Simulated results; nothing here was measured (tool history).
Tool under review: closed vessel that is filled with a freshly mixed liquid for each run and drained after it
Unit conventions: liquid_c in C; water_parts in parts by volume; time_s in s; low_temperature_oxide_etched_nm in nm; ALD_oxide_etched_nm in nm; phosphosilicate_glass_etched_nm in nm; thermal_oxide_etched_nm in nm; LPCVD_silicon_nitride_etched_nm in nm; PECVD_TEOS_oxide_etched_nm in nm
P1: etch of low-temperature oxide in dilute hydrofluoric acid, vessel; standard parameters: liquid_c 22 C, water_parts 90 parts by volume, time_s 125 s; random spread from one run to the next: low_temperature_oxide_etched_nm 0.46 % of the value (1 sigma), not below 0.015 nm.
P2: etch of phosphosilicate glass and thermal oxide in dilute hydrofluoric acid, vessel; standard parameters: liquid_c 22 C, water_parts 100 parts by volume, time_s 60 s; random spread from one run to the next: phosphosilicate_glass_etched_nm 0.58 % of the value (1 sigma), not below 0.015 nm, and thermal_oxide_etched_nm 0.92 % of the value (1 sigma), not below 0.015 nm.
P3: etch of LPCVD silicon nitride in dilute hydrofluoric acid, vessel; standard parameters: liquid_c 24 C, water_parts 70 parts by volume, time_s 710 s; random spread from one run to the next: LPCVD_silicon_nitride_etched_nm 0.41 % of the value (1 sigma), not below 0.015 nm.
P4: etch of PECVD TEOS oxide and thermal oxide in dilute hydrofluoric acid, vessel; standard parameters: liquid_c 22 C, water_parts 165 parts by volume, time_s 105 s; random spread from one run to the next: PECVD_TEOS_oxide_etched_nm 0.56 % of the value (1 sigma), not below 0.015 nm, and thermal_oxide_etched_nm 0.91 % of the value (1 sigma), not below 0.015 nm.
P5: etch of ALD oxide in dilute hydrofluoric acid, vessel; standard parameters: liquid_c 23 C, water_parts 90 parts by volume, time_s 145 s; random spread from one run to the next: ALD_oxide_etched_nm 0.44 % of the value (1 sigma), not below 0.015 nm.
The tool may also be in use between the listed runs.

run  hour  process  liquid_c  water_parts  time_s  low_temperature_oxide_etched_nm  ALD_oxide_etched_nm  phosphosilicate_glass_etched_nm  thermal_oxide_etched_nm  LPCVD_silicon_nitride_etched_nm  PECVD_TEOS_oxide_etched_nm
  1   4.7       P1        22           90     125                           18.548
  2     9       P1        22          125     125                           12.871
  3  12.4       P5        23           55     145                                                64.632
  4  15.5       P5        23           90     240                                                62.592
  5  20.2       P2      17.5          100      60                                                                                  61.87                   2.3208
  6  25.2       P3        24           70      40                                                                                                                                          0.29036
  7    28       P2        22          100     115                                                                                 141.98                   5.2836
  8  33.6       P3        24           70     710                                                                                                                                           5.1854
  9  36.4       P2        22           55      60                                                                                  140.9                   5.2917
 10  41.9       P4        22          165     105                                                                                                           2.604                                                       5.7161
 11  45.9       P4        27          165     105                                                                                                          3.2077                                                       6.8119
 12  51.5       P5        23           90     145                                                38.213
 13  55.7       P1        22           90     125                           18.567
 14  61.1       P4        22          165     105                                                                                                          2.6218                                                       5.6534
 15  64.3       P1        22           90     125                           18.692
 16  69.4       P4        22          280     105                                                                                                          1.3675                                                       2.9855
 17  73.6       P5      18.5           90     145                                                31.431
 18  76.6       P5        23           90     145                                                37.958
 19  79.7       P1      17.5           90     125                           15.355
 20  84.3       P1        22           90     125                           18.563
 21  88.1       P1      28.5           90     125                           24.091
 22    92       P3        24           70     710                                                                                                                                           5.2101

For run 23, what comes out?
 23  95.2       P1        22          120      55                                ?

Run 23 measured low_temperature_oxide_etched_nm 5.9465 nm.
